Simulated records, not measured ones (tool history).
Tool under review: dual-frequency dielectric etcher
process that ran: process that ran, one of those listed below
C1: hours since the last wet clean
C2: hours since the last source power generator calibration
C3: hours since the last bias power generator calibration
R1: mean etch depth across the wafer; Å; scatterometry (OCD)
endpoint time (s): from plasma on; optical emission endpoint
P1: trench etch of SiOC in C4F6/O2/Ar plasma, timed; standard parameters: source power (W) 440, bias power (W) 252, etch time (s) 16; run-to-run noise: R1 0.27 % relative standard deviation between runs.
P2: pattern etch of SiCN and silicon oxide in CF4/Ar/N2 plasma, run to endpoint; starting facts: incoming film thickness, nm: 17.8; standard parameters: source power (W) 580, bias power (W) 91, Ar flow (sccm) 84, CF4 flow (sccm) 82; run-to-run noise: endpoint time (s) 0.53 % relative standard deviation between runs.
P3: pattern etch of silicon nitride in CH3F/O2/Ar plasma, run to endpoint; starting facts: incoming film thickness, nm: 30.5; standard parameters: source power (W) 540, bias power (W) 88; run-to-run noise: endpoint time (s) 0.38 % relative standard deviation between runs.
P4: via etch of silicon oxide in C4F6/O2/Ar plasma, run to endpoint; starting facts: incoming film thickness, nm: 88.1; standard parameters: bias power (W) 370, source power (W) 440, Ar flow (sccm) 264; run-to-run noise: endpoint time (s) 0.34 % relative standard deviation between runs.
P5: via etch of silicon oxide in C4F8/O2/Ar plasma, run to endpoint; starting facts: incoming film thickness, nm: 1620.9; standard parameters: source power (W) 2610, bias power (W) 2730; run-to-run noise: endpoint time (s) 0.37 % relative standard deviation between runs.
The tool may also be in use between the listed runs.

{"run": 1, "hour": 8.0, "process that ran": "P1", "source power (W)": 440, "bias power (W)": 252, "etch time (s)": 16, "C1": 156.9, "C2": 2575.8, "C3": 545.9, "R1": 386.77}
{"run": 2, "hour": 17.6, "process that ran": "P1", "source power (W)": 440, "bias power (W)": 327, "etch time (s)": 16, "C1": 166.5, "C2": 2585.4, "C3": 555.5, "R1": 423.79}
{"run": 3, "hour": 24.2, "process that ran": "P1", "source power (W)": 550, "bias power (W)": 351, "etch time (s)": 16, "C1": 173.1, "C2": 2592.0, "C3": 562.1, "R1": 472.19}
{"run": 4, "hour": 34.3, "process that ran": "P1", "source power (W)": 440, "bias power (W)": 252, "etch time (s)": 24, "C1": 183.2, "C2": 2602.1, "C3": 572.2, "R1": 582.2}
{"run": 5, "hour": 42.0, "process that ran": "P1", "source power (W)": 440, "bias power (W)": 252, "etch time (s)": 16, "C1": 190.9, "C2": 2609.8, "C3": 579.9, "R1": 388.08}
{"run": 6, "hour": 47.5, "process that ran": "P1", "source power (W)": 580, "bias power (W)": 252, "etch time (s)": 16, "C1": 196.4, "C2": 2615.3, "C3": 585.4, "R1": 432.22}
{"run": 7, "hour": 55.9, "process that ran": "P3", "source power (W)": 540, "bias power (W)": 123, "C1": 204.8, "C2": 2623.7, "C3": 593.8, "endpoint time (s)": 32.307}
{"run": 8, "hour": 61.0, "process that ran": "P5", "source power (W)": 2610, "bias power (W)": 2730, "C1": 209.9, "C2": 2628.8, "C3": 598.9, "endpoint time (s)": 260.14}
{"run": 9, "hour": 69.6, "process that ran": "P2", "source power (W)": 580, "bias power (W)": 91, "Ar flow (sccm)": 84, "CF4 flow (sccm)": 110, "C1": 218.5, "C2": 2637.4, "C3": 607.5, "endpoint time (s)": 14.059}
{"run": 10, "hour": 75.2, "process that ran": "P5", "source power (W)": 1790, "bias power (W)": 2730, "C1": 224.1, "C2": 2643.0, "C3": 613.1, "endpoint time (s)": 303.41}
{"run": 11, "hour": 80.8, "process that ran": "P1", "source power (W)": 440, "bias power (W)": 252, "etch time (s)": 16, "C1": 229.7, "C2": 2648.6, "C3": 618.7, "R1": 388.05}
{"run": 12, "hour": 88.8, "process that ran": "P2", "source power (W)": 780, "bias power (W)": 91, "Ar flow (sccm)": 84, "CF4 flow (sccm)": 82, "C1": 237.7, "C2": 2656.6, "C3": 626.7, "endpoint time (s)": 11.076}
{"run": 13, "hour": 98.3, "process that ran": "P1", "source power (W)": 440, "bias power (W)": 155, "etch time (s)": 16, "C1": 247.2, "C2": 2666.1, "C3": 636.2, "R1": 331.0}
{"run": 14, "hour": 104.5, "process that ran": "P4", "source power (W)": 610, "bias power (W)": 370, "Ar flow (sccm)": 264, "C1": 253.4, "C2": 2672.3, "C3": 642.4, "endpoint time (s)": 18.273}
{"run": 15, "hour": 113.0, "process that ran": "P1", "source power (W)": 350, "bias power (W)": 252, "etch time (s)": 16, "C1": 261.9, "C2": 2680.8, "C3": 650.9, "R1": 354.46}
{"run": 16, "hour": 120.7, "process that ran": "P3", "source power (W)": 430, "bias power (W)": 88, "C1": 269.6, "C2": 2688.5, "C3": 658.6, "endpoint time (s)": 39.949}
{"run": 17, "hour": 130.8, "process that ran": "P3", "source power (W)": 540, "bias power (W)": 88, "C1": 279.7, "C2": 2698.6, "C3": 668.7, "endpoint time (s)": 36.539}
{"run": 18, "hour": 137.5, "process that ran": "P2", "source power (W)": 580, "bias power (W)": 113, "Ar flow (sccm)": 84, "CF4 flow (sccm)": 82, "C1": 286.4, "C2": 2705.3, "C3": 675.4, "endpoint time (s)": 13.446}
{"run": 19, "hour": 145.6, "process that ran": "P4", "source power (W)": 440, "bias power (W)": 370, "Ar flow (sccm)": 356, "C1": 294.5, "C2": 2713.4, "C3": 683.5, "endpoint time (s)": 21.387}
{"run": 20, "hour": 151.8, "process that ran": "P1", "source power (W)": 440, "bias power (W)": 252, "etch time (s)": 11, "C1": 300.7, "C2": 2719.6, "C3": 689.7, "R1": 266.44}
{"run": 21, "hour": 160.6, "process that ran": "P5", "source power (W)": 2610, "bias power (W)": 2226, "C1": 309.5, "C2": 2728.4, "C3": 698.5, "endpoint time (s)": 276.65}
{"run": 22, "hour": 167.1, "process that ran": "P2", "source power (W)": 580, "bias power (W)": 91, "Ar flow (sccm)": 84, "CF4 flow (sccm)": 82, "C1": 316.0, "C2": 2734.9, "C3": 705.0, "endpoint time (s)": 14.464}
{"run": 23, "hour": 175.6, "process that ran": "P1", "source power (W)": 440, "bias power (W)": 252, "etch time (s)": 16, "C1": 324.5, "C2": 2743.4, "C3": 713.5, "R1": 384.89}
{"run": 24, "hour": 182.7, "process that ran": "P1", "source power (W)": 440, "bias power (W)": 252, "etch time (s)": 16, "C1": 331.6, "C2": 2750.5, "C3": 720.6, "R1": 387.62}
{"run": 25, "hour": 189.4, "process that ran": "P4", "source power (W)": 440, "bias power (W)": 370, "Ar flow (sccm)": 264, "C1": 338.3, "C2": 2757.2, "C3": 727.3, "endpoint time (s)": 20.655}
{"run": 26, "hour": 198.3, "process that ran": "P4", "source power (W)": 440, "bias power (W)": 227, "Ar flow (sccm)": 264, "C1": 347.2, "C2": 2766.1, "C3": 736.2, "endpoint time (s)": 24.336}
{"run": 27, "hour": 202.9, "process that ran": "P2", "source power (W)": 580, "bias power (W)": 91, "Ar flow (sccm)": 116, "CF4 flow (sccm)": 82, "C1": 351.8, "C2": 2770.7, "C3": 740.8, "endpoint time (s)": 15.062}
{"run": 28, "hour": 211.5, "process that ran": "P1", "source power (W)": 440, "bias power (W)": 252, "etch time (s)": 16, "C1": 360.4, "C2": 2779.3, "C3": 749.4, "R1": 388.99}
{"run": 29, "hour": 221.9, "process that ran": "P1", "source power (W)": 440, "bias power (W)": 252, "etch time (s)": 16, "C1": 370.8, "C2": 2789.7, "C3": 759.8, "R1": 386.04}
{"run": 30, "hour": 230.2, "process that ran": "P1", "source power (W)": 440, "bias power (W)": 252, "etch time (s)": 16, "C1": 379.1, "C2": 2798.0, "C3": 768.1, "R1": 383.62}
{"run": 31, "hour": 240.1, "process that ran": "P1", "source power (W)": 440, "bias power (W)": 252, "etch time (s)": 16, "C1": 389.0, "C2": 2807.9, "C3": 778.0, "R1": 383.14}
{"run": 32, "hour": 245.0, "process that ran": "P1", "source power (W)": 440, "bias power (W)": 252, "etch time (s)": 16, "C1": 393.9, "C2": 2812.8, "C3": 782.9, "R1": 382.36}
{"run": 33, "hour": 251.6, "process that ran": "P1", "source power (W)": 440, "bias power (W)": 252, "etch time (s)": 16, "C1": 400.5, "C2": 2819.4, "C3": 789.5, "R1": 383.07}
{"hour": 254.2, "done": "wet clean of the chamber"}
{"run": 34, "hour": 261.7, "process that ran": "P1", "source power (W)": 440, "bias power (W)": 252, "etch time (s)": 16, "C1": 7.5, "C2": 2829.5, "C3": 799.6, "R1": 381.24}
{"run": 35, "hour": 271.8, "process that ran": "P1", "source power (W)": 440, "bias power (W)": 252, "etch time (s)": 16, "C1": 17.6, "C2": 2839.6, "C3": 809.7, "R1": 383.07}
{"run": 36, "hour": 276.4, "process that ran": "P1", "source power (W)": 440, "bias power (W)": 252, "etch time (s)": 16, "C1": 22.2, "C2": 2844.2, "C3": 814.3, "R1": 382.05}

The log shows P1 creeping away from where it was. Any of the 2 causes listed here, at the size stated for it, fits the log just as well as the others:
A: source power that arrives under what is set, % = 3.97
B: bias power that arrives under what is set, % = 4.52
The gradual shift began around hour 211.5.
The rest of the possible causes, and what rules out each one:
chamber walls in a state that lowers the etch rate, %: was serviced at hour 254.2, once the creep was under way, yet the earlier output never came back

Each of the check runs listed below is run on 5 wafers and reports their average, with the results left as question marks. Pick the one under which the possible causes would lead to clearly different results.
{"run": "check 1", "hour": 281.0, "process that ran": "P2", "source power (W)": 580, "bias power (W)": 91, "Ar flow (sccm)": 84, "CF4 flow (sccm)": 82, "endpoint time (s)": "?"}
{"run": "check 2", "hour": 281.0, "process that ran": "P4", "source power (W)": 440, "bias power (W)": 370, "Ar flow (sccm)": 264, "endpoint time (s)": "?"}
{"run": "check 3", "hour": 281.0, "process that ran": "P3", "source power (W)": 540, "bias power (W)": 88, "endpoint time (s)": "?"}
{"run": "check 4", "hour": 281.0, "process that ran": "P5", "source power (W)": 2610, "bias power (W)": 2730, "endpoint time (s)": "?"}

Check results expected under each cause:
check=check_1 result=endpoint_time_(s) if_A=15.037 if_B=14.732
check=check_2 result=endpoint_time_(s) if_A=20.960 if_B=20.985
check=check_3 result=endpoint_time_(s) if_A=37.233 if_B=37.264
check=check_4 result=endpoint_time_(s) if_A=264.040 if_B=263.470
Per check, the gap between the least separated pair of causes, taken in the result that splits them most: check 1 2.05 %; check 2 0.12 %; check 3 0.08 %; check 4 0.22 %
The causes can be told apart only by check 1. The other checks would give nearly the same results under each of them.

Here is what check 1 returned: endpoint time (s) 14.727. Which cause is it?

It is B: bias power that arrives under what is set, %.

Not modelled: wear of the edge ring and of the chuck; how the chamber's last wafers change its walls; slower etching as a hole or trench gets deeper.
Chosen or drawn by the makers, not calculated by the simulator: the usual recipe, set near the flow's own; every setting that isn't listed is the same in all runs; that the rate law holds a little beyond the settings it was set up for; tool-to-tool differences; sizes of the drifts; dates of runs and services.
